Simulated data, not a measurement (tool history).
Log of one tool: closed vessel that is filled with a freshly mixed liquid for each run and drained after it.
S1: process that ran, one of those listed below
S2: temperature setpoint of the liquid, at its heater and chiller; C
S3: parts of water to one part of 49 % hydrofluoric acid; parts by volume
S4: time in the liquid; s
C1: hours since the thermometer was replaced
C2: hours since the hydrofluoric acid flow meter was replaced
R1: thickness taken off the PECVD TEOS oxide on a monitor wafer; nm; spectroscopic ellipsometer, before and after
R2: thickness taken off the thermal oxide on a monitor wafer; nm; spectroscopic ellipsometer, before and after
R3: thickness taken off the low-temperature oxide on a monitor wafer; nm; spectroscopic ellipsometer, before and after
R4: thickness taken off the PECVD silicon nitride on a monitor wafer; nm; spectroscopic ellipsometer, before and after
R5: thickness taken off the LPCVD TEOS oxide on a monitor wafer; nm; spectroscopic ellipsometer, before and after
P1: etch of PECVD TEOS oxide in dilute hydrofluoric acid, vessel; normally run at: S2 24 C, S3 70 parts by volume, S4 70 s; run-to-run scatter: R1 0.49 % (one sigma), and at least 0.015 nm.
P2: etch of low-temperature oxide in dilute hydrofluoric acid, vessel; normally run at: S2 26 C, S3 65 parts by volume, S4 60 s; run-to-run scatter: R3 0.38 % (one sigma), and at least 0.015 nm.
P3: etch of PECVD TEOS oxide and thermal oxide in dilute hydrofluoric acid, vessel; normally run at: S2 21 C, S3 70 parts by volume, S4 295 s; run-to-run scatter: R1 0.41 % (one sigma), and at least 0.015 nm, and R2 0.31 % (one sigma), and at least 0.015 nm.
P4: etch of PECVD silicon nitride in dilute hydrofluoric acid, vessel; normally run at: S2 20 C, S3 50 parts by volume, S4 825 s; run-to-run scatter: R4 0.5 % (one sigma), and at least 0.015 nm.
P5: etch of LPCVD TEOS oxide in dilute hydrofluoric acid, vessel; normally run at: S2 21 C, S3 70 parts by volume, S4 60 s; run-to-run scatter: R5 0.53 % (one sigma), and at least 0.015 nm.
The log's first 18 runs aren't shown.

{"run": 19, "day": 6.171, "S1": "P1", "S2": 24, "S3": 70, "S4": 70, "C1": 334.3, "C2": 1378.8, "R1": 9.0855}
{"run": 20, "day": 6.604, "S1": "P3", "S2": 21, "S3": 70, "S4": 30, "C1": 344.7, "C2": 1389.2, "R1": 3.5685, "R2": 1.7788}
{"run": 21, "day": 7.062, "S1": "P1", "S2": 31, "S3": 70, "S4": 70, "C1": 355.7, "C2": 1400.2, "R1": 11.986}
{"run": 22, "day": 7.442, "S1": "P5", "S2": 21, "S3": 70, "S4": 30, "C1": 364.8, "C2": 1409.3, "R5": 14.635}
{"run": 23, "day": 7.792, "S1": "P1", "S2": 24, "S3": 115, "S4": 70, "C1": 373.2, "C2": 1417.7, "R1": 5.2514}
{"run": 24, "day": 8.004, "S1": "P1", "S2": 24, "S3": 70, "S4": 30, "C1": 378.3, "C2": 1422.8, "R1": 3.8872}
{"run": 25, "day": 8.421, "S1": "P2", "S2": 26, "S3": 65, "S4": 30, "C1": 388.3, "C2": 1432.8, "R3": 6.3179}
{"run": 26, "day": 8.788, "S1": "P4", "S2": 20, "S3": 50, "S4": 340, "C1": 397.1, "C2": 1441.6, "R4": 8.9029}
{"run": 27, "day": 9.158, "S1": "P1", "S2": 24, "S3": 20, "S4": 70, "C1": 406, "C2": 1450.5, "R1": 33.837}
{"run": 28, "day": 9.558, "S1": "P3", "S2": 17, "S3": 70, "S4": 295, "C1": 415.6, "C2": 1460.1, "R1": 29.66, "R2": 14.714}
{"run": 29, "day": 9.908, "S1": "P5", "S2": 21, "S3": 70, "S4": 60, "C1": 424, "C2": 1468.5, "R5": 29.498}
{"run": 30, "day": 10.367, "S1": "P1", "S2": 24, "S3": 70, "S4": 70, "C1": 435, "C2": 1479.5, "R1": 9.0811}
{"run": 31, "day": 10.7, "S1": "P5", "S2": 28, "S3": 70, "S4": 60, "C1": 443, "C2": 1487.5, "R5": 38.948}
{"run": 32, "day": 10.983, "S1": "P1", "S2": 24, "S3": 70, "S4": 70, "C1": 449.8, "C2": 1494.3, "R1": 9.1339}
{"run": 33, "day": 11.358, "S1": "P1", "S2": 24, "S3": 70, "S4": 70, "C1": 458.8, "C2": 1503.3, "R1": 9.3277}
{"run": 34, "day": 11.654, "S1": "P1", "S2": 24, "S3": 70, "S4": 70, "C1": 465.9, "C2": 1510.4, "R1": 9.4557}
{"run": 35, "day": 12.075, "S1": "P1", "S2": 24, "S3": 70, "S4": 70, "C1": 476, "C2": 1520.5, "R1": 9.5113}

Run 36 comes next. What will it give?
{"run": 36, "day": 12.396, "S1": "P1", "S2": 24, "S3": 70, "S4": 70, "C1": 483.7, "C2": 1528.2, "R1": "?"}

{"run 36": {"R1": 9.5857}}
